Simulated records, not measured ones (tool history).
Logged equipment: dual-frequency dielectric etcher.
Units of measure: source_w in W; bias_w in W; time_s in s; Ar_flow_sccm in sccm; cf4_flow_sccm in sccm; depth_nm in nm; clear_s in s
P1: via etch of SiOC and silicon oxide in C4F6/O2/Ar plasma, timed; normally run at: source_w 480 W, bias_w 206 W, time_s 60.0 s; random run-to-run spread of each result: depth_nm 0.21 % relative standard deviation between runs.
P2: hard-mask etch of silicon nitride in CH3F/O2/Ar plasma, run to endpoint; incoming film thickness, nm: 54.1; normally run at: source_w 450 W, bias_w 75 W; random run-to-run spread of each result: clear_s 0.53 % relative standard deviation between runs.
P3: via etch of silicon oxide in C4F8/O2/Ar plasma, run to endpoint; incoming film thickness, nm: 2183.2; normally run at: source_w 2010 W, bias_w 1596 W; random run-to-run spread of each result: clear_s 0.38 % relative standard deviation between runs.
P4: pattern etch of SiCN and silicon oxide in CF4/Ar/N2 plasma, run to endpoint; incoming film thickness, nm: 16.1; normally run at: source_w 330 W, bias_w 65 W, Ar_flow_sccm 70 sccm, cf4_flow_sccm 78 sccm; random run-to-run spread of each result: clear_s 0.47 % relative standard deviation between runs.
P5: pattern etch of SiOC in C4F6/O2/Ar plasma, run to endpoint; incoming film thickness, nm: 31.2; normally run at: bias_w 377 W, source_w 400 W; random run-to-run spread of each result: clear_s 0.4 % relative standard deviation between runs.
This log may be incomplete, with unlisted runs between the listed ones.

run	hour	process	source_w	bias_w	time_s	Ar_flow_sccm	cf4_flow_sccm	hours since the last wet clean	hours since the last source power generator calibration	hours since the last bias power generator calibration	depth_nm	clear_s
1	2.8	P1	480	206	60.0			296.7	1366.8	2549.7	75.008	
2	6.0	P1	480	266	88.0			299.9	1370.0	2552.9	120.070	
3	8.4	P4	330	65		70	78	302.3	1372.4	2555.3		24.202
4	12.3	P1	480	258	60.0			306.2	1376.3	2559.2	80.800	
5	16.0	P5	400	239				309.9	1380.0	2562.9		13.683
6	19.4	P3	2010	971				313.3	1383.4	2566.3		523.700
7	22.7	P2	450	75				316.6	1386.7	2569.6		71.909
8	27.1	P4	420	65		70	78	321.0	1391.1	2574.0		19.463
9	30.3	P1	640	206	60.0			324.2	1394.3	2577.2	84.250	
10	34.2	P1	480	206	60.0			328.1	1398.2	2581.1	75.326	
11	38.5	P1	480	206	60.0			332.4	1402.5	2585.4	74.888	
12	41.9	P4	330	65		70	48	335.8	1405.9	2588.8		25.730
13	44.3	P2	310	75				338.2	1408.3	2591.2		82.964
14	48.1	P1	290	206	80.5			342.0	1412.1	2595.0	82.831	
15	50.8	P5	270	377				344.7	1414.8	2597.7		13.566
16	52.8	P1	340	123	60.0			346.7	1416.8	2599.7	55.905	
17	56.2	P1	480	206	38.5			350.1	1420.2	2603.1	48.167	
18	60.4	P3	2760	1596				354.3	1424.4	2607.3		406.980
19	63.7	P4	330	65		90	78	357.6	1427.7	2610.6		25.057
20	66.9	P1	480	206	87.0			360.8	1430.9	2613.8	109.010	
21	69.6	P4	330	85		70	78	363.5	1433.6	2616.5		21.972
22	72.2	P1	480	206	60.0			366.1	1436.2	2619.1	75.100	
# hour 76.4: wet clean of the chamber
23	76.5	P2	450	44				0.2	1440.5	2623.4		84.962
24	79.2	P1	480	146	60.0			2.9	1443.2	2626.1	67.412	
25	82.0	P2	450	75				5.7	1446.0	2628.9		72.201
26	84.2	P1	390	206	60.0			7.9	1448.2	2631.1	69.145	
27	86.4	P3	2010	1596				10.1	1450.4	2633.3		461.910
28	89.4	P5	400	377				13.1	1453.4	2636.3		11.683
29	91.8	P1	480	206	60.0			15.5	1455.8	2638.7	74.970	
30	95.6	P1	480	206	60.0			19.3	1459.6	2642.5	74.848	
31	98.7	P1	480	206	60.0			22.4	1462.7	2645.6	74.680	
32	102.8	P1	480	206	60.0			26.5	1466.8	2649.7	74.414	
33	107.0	P1	480	206	60.0			30.7	1471.0	2653.9	74.031	

Predict the results of run 34:
34	110.3	P1	480	206	60.0			34.0	1474.3	2657.2	?	

depth_nm: 74.378 nm

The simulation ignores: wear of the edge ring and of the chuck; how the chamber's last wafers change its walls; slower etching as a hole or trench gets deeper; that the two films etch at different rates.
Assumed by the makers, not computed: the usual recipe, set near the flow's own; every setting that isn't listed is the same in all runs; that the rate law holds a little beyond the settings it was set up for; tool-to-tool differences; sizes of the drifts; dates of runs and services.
